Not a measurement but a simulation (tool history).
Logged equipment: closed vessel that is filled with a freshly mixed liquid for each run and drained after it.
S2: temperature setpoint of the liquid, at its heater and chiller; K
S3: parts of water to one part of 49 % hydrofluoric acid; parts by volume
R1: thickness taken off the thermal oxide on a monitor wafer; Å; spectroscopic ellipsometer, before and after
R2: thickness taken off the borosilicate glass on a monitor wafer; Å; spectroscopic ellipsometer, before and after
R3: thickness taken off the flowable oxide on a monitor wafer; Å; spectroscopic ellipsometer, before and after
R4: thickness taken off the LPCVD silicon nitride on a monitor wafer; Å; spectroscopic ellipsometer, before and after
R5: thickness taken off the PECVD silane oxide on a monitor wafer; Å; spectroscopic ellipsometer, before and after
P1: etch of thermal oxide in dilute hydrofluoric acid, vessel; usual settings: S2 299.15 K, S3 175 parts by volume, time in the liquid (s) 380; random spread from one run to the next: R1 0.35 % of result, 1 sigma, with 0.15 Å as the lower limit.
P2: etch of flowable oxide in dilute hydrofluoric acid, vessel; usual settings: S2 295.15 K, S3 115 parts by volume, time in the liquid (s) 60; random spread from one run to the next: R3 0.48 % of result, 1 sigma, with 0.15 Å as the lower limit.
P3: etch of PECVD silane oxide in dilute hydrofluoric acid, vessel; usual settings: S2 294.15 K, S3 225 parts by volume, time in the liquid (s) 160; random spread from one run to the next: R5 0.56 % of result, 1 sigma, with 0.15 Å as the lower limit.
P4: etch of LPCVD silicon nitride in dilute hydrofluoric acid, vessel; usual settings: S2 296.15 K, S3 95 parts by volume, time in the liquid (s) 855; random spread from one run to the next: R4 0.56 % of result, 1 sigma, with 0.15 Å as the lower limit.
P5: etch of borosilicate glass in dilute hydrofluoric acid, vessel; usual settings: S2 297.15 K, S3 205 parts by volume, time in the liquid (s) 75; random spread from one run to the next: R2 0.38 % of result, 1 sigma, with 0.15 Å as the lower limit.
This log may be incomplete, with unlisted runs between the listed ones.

run 1 day=0.567 | process_that_ran=P1 S2=299.15 S3=175 time_in_the_liquid_(s)=380 | R1=105.16
run 2 day=0.854 | process_that_ran=P1 S2=299.15 S3=175 time_in_the_liquid_(s)=380 | R1=105.41
run 3 day=1.479 | process_that_ran=P5 S2=292.15 S3=205 time_in_the_liquid_(s)=75 | R2=145.27
run 4 day=2.021 | process_that_ran=P2 S2=295.15 S3=195 time_in_the_liquid_(s)=60 | R3=163.35
run 5 day=2.583 | process_that_ran=P1 S2=299.15 S3=70 time_in_the_liquid_(s)=730 | R1=578.88
run 6 day=2.975 | process_that_ran=P1 S2=299.15 S3=175 time_in_the_liquid_(s)=380 | R1=105.26
run 7 day=3.554 | process_that_ran=P1 S2=292.65 S3=175 time_in_the_liquid_(s)=380 | R1=82.329
run 8 day=3.85 | process_that_ran=P1 S2=299.15 S3=175 time_in_the_liquid_(s)=380 | R1=105.53
run 9 day=4.375 | process_that_ran=P4 S2=303.65 S3=95 time_in_the_liquid_(s)=855 | R4=68.285
run 10 day=4.971 | process_that_ran=P5 S2=297.15 S3=205 time_in_the_liquid_(s)=120 | R2=281.12
run 11 day=5.592 | process_that_ran=P5 S2=297.15 S3=205 time_in_the_liquid_(s)=75 | R2=175.53
run 12 day=6.221 | process_that_ran=P4 S2=296.15 S3=95 time_in_the_liquid_(s)=1380 | R4=67.623
run 13 day=6.554 | process_that_ran=P3 S2=302.15 S3=225 time_in_the_liquid_(s)=160 | R5=183.72
run 14 day=7.092 | process_that_ran=P4 S2=296.15 S3=180 time_in_the_liquid_(s)=855 | R4=22.471
run 15 day=7.567 | process_that_ran=P5 S2=297.15 S3=355 time_in_the_liquid_(s)=75 | R2=87.571
run 16 day=8.125 | process_that_ran=P1 S2=299.15 S3=175 time_in_the_liquid_(s)=380 | R1=105.62
run 17 day=8.562 | process_that_ran=P1 S2=299.15 S3=275 time_in_the_liquid_(s)=380 | R1=60.236
run 18 day=8.925 | process_that_ran=P1 S2=299.15 S3=175 time_in_the_liquid_(s)=120 | R1=33.356
run 19 day=9.525 | process_that_ran=P3 S2=294.15 S3=225 time_in_the_liquid_(s)=160 | R5=137.62
run 20 day=10.042 | process_that_ran=P3 S2=294.15 S3=385 time_in_the_liquid_(s)=160 | R5=70.349
run 21 day=10.371 | process_that_ran=P1 S2=303.15 S3=285 time_in_the_liquid_(s)=380 | R1=66.122
run 22 day=10.717 | process_that_ran=P1 S2=299.15 S3=55 time_in_the_liquid_(s)=380 | R1=389.23
run 23 day=11.375 | process_that_ran=P1 S2=299.15 S3=175 time_in_the_liquid_(s)=665 | R1=184.59
run 24 day=11.992 | process_that_ran=P1 S2=306.15 S3=175 time_in_the_liquid_(s)=380 | R1=135.07
run 25 day=12.517 | process_that_ran=P2 S2=295.15 S3=115 time_in_the_liquid_(s)=60 | R3=299.98
run 26 day=12.862 | process_that_ran=P1 S2=299.15 S3=315 time_in_the_liquid_(s)=585 | R1=78.101
run 27 day=13.254 | process_that_ran=P2 S2=301.65 S3=115 time_in_the_liquid_(s)=60 | R3=384.93
run 28 day=13.567 | process_that_ran=P4 S2=296.15 S3=95 time_in_the_liquid_(s)=855 | R4=41.908
run 29 day=14.158 | process_that_ran=P3 S2=294.15 S3=225 time_in_the_liquid_(s)=30 | R5=25.891
run 30 day=14.583 | process_that_ran=P2 S2=295.15 S3=115 time_in_the_liquid_(s)=30 | R3=150.9
run 31 day=14.908 | process_that_ran=P1 S2=299.15 S3=175 time_in_the_liquid_(s)=380 | R1=105.42
run 32 day=15.208 | process_that_ran=P1 S2=299.15 S3=175 time_in_the_liquid_(s)=380 | R1=107.41
run 33 day=15.608 | process_that_ran=P1 S2=299.15 S3=175 time_in_the_liquid_(s)=380 | R1=109.03
run 34 day=16.142 | process_that_ran=P1 S2=299.15 S3=175 time_in_the_liquid_(s)=380 | R1=111.08
run 35 day=16.462 | process_that_ran=P1 S2=299.15 S3=175 time_in_the_liquid_(s)=380 | R1=111.74
run 36 day=17.025 | process_that_ran=P1 S2=299.15 S3=175 time_in_the_liquid_(s)=380 | R1=112.4
run 37 day=17.646 | process_that_ran=P1 S2=299.15 S3=175 time_in_the_liquid_(s)=380 | R1=113.17
run 38 day=18.042 | process_that_ran=P1 S2=299.15 S3=175 time_in_the_liquid_(s)=380 | R1=112.95
run 39 day=18.683 | process_that_ran=P1 S2=299.15 S3=175 time_in_the_liquid_(s)=380 | R1=113.91
run 40 day=19.171 | process_that_ran=P1 S2=299.15 S3=175 time_in_the_liquid_(s)=380 | R1=113.89
run 41 day=19.471 | process_that_ran=P1 S2=299.15 S3=175 time_in_the_liquid_(s)=380 | R1=113.47
run 42 day=20.008 | process_that_ran=P1 S2=299.15 S3=175 time_in_the_liquid_(s)=380 | R1=113.44

P1 no longer gives what it gave before; its output has crept away from where it was. The following 2 causes, each at its listed size, fit the log equally well:
A: hydrofluoric acid flow above the setpoint (%) = 6.7
B: liquid hotter than its thermometer reads (K) = 2.14
The gradual shift began around day 14.908.

The check runs listed below each take one wafer, and their results are still question marks. Under which run would the listed causes lead to clearly different results?
run check 1 day=20.546 | process_that_ran=P3 S2=294.15 S3=225 time_in_the_liquid_(s)=30 | R5=?
run check 2 day=20.546 | process_that_ran=P2 S2=299.15 S3=165 time_in_the_liquid_(s)=60 | R3=?
run check 3 day=20.546 | process_that_ran=P5 S2=294.15 S3=205 time_in_the_liquid_(s)=100 | R2=?
run check 4 day=20.546 | process_that_ran=P4 S2=302.65 S3=170 time_in_the_liquid_(s)=855 | R4=?

If the cause were each of the candidates in turn, the checks would give the following:
check=check_1 result=R5 if_A=28.111 if_B=28.133
check=check_2 result=R3 if_A=250.22 if_B=250.55
check=check_3 result=R2 if_A=226.38 if_B=227
check=check_4 result=R4 if_A=37.98 if_B=40.463
Gap, in per cent, between the two causes that each check separates least, read from the result that separates them most: check 1 0.08 %; check 2 0.13 %; check 3 0.28 %; check 4 6.33 %
Check 4 tells the causes apart: in the others they would give nearly the same result.

After running check 4, the following was obtained: R4 40.04 Å. Which cause does this point to?

B is the cause: liquid hotter than its thermometer reads (K).

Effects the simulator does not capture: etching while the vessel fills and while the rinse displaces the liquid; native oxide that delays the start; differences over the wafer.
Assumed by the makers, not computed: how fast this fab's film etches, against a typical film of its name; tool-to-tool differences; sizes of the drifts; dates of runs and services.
